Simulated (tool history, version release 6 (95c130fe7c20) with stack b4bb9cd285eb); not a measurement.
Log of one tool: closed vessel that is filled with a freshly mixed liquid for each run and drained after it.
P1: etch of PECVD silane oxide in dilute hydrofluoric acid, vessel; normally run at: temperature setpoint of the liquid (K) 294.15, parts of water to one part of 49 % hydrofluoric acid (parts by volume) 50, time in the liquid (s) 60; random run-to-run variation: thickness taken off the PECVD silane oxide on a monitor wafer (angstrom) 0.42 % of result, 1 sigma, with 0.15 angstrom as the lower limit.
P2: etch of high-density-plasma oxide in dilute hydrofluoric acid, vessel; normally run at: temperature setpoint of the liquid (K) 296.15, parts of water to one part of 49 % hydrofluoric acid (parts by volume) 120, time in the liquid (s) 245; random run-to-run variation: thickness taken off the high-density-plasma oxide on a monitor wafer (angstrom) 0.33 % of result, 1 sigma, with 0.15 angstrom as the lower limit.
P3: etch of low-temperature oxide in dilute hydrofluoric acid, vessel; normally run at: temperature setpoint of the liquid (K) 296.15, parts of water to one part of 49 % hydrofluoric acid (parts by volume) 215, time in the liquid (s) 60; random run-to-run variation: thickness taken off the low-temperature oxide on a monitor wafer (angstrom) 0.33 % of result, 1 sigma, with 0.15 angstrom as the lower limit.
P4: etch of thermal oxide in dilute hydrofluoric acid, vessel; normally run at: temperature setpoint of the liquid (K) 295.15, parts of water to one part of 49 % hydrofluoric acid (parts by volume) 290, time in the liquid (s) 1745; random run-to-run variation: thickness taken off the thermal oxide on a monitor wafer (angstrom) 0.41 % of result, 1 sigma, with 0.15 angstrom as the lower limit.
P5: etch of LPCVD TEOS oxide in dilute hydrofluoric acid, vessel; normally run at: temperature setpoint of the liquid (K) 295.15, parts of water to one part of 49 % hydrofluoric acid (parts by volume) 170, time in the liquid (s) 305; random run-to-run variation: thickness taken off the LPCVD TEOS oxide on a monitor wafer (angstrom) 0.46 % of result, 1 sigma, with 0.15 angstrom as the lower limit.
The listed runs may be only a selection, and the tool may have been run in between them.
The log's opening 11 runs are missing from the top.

run	hour	process that ran	temperature setpoint of the liquid (K)	parts of water to one part of 49 % hydrofluoric acid (parts by volume)	time in the liquid (s)	hours since the thermometer was replaced	hours since the hydrofluoric acid flow meter was replaced	thickness taken off the PECVD silane oxide on a monitor wafer (angstrom)	thickness taken off the LPCVD TEOS oxide on a monitor wafer (angstrom)	thickness taken off the thermal oxide on a monitor wafer (angstrom)	thickness taken off the low-temperature oxide on a monitor wafer (angstrom)	thickness taken off the high-density-plasma oxide on a monitor wafer (angstrom)
# hour 37: hydrofluoric acid flow meter replaced
12	37.7	P1	294.15	50	60	1039.5	0.7	180.52				
13	40.7	P1	300.15	30	60	1042.5	3.7	394.61				
14	43.1	P3	296.15	215	60	1044.9	6.1				84.951	
15	46.5	P1	294.15	50	60	1048.3	9.5	180.59				
16	49.5	P4	295.15	290	1745	1051.3	12.5			232.51		
17	53.6	P2	296.15	120	245	1055.4	16.6					95.218
18	57.2	P4	290.15	290	1745	1059	20.2			193.77		
19	61.5	P3	300.65	215	60	1063.3	24.5				100.26	
20	64.5	P5	295.15	170	305	1066.3	27.5		489.79			
21	66.7	P1	294.15	70	30	1068.5	29.7	63.691				

Run 22 is up next; what results do you expect?
22	70.9	P1	300.65	20	60	1072.7	33.9	?				

Logged for run 22: thickness taken off the PECVD silane oxide on a monitor wafer (angstrom) 619.11.

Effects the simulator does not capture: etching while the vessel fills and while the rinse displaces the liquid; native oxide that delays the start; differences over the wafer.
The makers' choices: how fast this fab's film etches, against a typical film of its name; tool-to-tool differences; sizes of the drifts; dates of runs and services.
